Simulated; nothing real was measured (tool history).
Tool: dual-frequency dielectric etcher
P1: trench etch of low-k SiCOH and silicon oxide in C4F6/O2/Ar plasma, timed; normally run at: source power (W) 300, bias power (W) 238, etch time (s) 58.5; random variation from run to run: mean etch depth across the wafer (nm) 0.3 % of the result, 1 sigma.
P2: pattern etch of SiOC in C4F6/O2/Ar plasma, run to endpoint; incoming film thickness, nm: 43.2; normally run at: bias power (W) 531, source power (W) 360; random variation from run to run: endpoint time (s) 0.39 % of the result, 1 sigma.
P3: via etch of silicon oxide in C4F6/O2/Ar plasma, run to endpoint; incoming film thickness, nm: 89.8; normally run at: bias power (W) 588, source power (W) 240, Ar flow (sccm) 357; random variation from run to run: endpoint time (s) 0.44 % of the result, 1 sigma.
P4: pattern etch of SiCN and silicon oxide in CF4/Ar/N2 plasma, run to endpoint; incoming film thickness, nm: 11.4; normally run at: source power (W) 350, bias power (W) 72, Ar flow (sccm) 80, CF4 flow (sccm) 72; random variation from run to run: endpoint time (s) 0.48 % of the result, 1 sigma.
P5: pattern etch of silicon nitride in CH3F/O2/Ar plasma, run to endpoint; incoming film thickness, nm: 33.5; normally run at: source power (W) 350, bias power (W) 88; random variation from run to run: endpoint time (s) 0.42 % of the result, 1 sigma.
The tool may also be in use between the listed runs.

| run | hour | process that ran | source power (W) | bias power (W) | etch time (s) | Ar flow (sccm) | CF4 flow (sccm) | hours since the last wet clean | hours since the last source power generator calibration | hours since the last bias power generator calibration | mean etch depth across the wafer (nm) | endpoint time (s) |
|---|---|---|---|---|---|---|---|---|---|---|---|---|
| 1 | 7.8 | P1 | 300 | 238 | 58.5 |  |  | 296.1 | 1941.5 | 505.5 | 194.04 |  |
| 2 | 12.1 | P1 | 300 | 238 | 32 |  |  | 300.4 | 1945.8 | 509.8 | 106.14 |  |
| 3 | 17.5 | P3 | 290 | 588 |  | 357 |  | 305.8 | 1951.2 | 515.2 |  | 21.062 |
| 4 | 22.1 | P1 | 350 | 322 | 58.5 |  |  | 310.4 | 1955.8 | 519.8 | 225.89 |  |
| 5 | 27.8 | P3 | 240 | 588 |  | 357 |  | 316.1 | 1961.5 | 525.5 |  | 22.444 |
| 6 | 35.5 | P3 | 240 | 588 |  | 357 |  | 323.8 | 1969.2 | 533.2 |  | 22.658 |
| 7 | 43 | P2 | 360 | 310 |  |  |  | 331.3 | 1976.7 | 540.7 |  | 18.469 |
| 8 | 50.7 | P4 | 350 | 72 |  | 80 | 97 | 339 | 1984.4 | 548.4 |  | 14.98 |
| 9 | 57.6 | P4 | 350 | 72 |  | 80 | 72 | 345.9 | 1991.3 | 555.3 |  | 15.625 |
| 10 | 61.8 | P5 | 350 | 88 |  |  |  | 350.1 | 1995.5 | 559.5 |  | 47.363 |
| 11 | 67.3 | P5 | 350 | 88 |  |  |  | 355.6 | 2001 | 565 |  | 47.327 |
| 12 | 75.6 | P4 | 350 | 72 |  | 102 | 72 | 363.9 | 2009.3 | 573.3 |  | 16.188 |
| 13 | 82.4 | P1 | 210 | 308 | 58.5 |  |  | 370.7 | 2016.1 | 580.1 | 184.13 |  |
| 14 | 90.5 | P3 | 240 | 743 |  | 357 |  | 378.8 | 2024.2 | 588.2 |  | 20.372 |
| 15 | 96.4 | P4 | 440 | 72 |  | 80 | 72 | 384.7 | 2030.1 | 594.1 |  | 12.708 |
| 16 | 103.8 | P1 | 300 | 238 | 58.5 |  |  | 392.1 | 2037.5 | 601.5 | 194.07 |  |
| 17 | 111.2 | P1 | 200 | 238 | 58.5 |  |  | 399.5 | 2044.9 | 608.9 | 165.44 |  |
| 18 | 119.1 | P1 | 300 | 238 | 58.5 |  |  | 407.4 | 2052.8 | 616.8 | 193.57 |  |
| 19 | 126.5 | P1 | 300 | 238 | 58.5 |  |  | 414.8 | 2060.2 | 624.2 | 193.35 |  |
| 20 | 131.6 | P5 | 210 | 88 |  |  |  | 419.9 | 2065.3 | 629.3 |  | 57.179 |
| 21 | 137.5 | P4 | 350 | 92 |  | 80 | 72 | 425.8 | 2071.2 | 635.2 |  | 14.434 |
|  | 138.9 | bias power generator calibrated |
| 22 | 145.1 | P3 | 240 | 588 |  | 216 |  | 433.4 | 2078.8 | 6.2 |  | 21.38 |
| 23 | 151 | P1 | 300 | 157 | 58.5 |  |  | 439.3 | 2084.7 | 12.1 | 168.68 |  |
| 24 | 157.5 | P2 | 210 | 531 |  |  |  | 445.8 | 2091.2 | 18.6 |  | 18.273 |
| 25 | 161.6 | P1 | 300 | 238 | 58.5 |  |  | 449.9 | 2095.3 | 22.7 | 194.4 |  |
| 26 | 166.4 | P1 | 300 | 238 | 84.5 |  |  | 454.7 | 2100.1 | 27.5 | 280.8 |  |
| 27 | 173.1 | P1 | 300 | 309 | 58.5 |  |  | 461.4 | 2106.8 | 34.2 | 211.6 |  |

The next listed run, before its measurement:
| 28 | 180.9 | P1 | 400 | 238 | 58.5 |  |  | 469.2 | 2114.6 | 42 | ? |  |

{"run 28": {"mean etch depth across the wafer (nm)": 215.84}}

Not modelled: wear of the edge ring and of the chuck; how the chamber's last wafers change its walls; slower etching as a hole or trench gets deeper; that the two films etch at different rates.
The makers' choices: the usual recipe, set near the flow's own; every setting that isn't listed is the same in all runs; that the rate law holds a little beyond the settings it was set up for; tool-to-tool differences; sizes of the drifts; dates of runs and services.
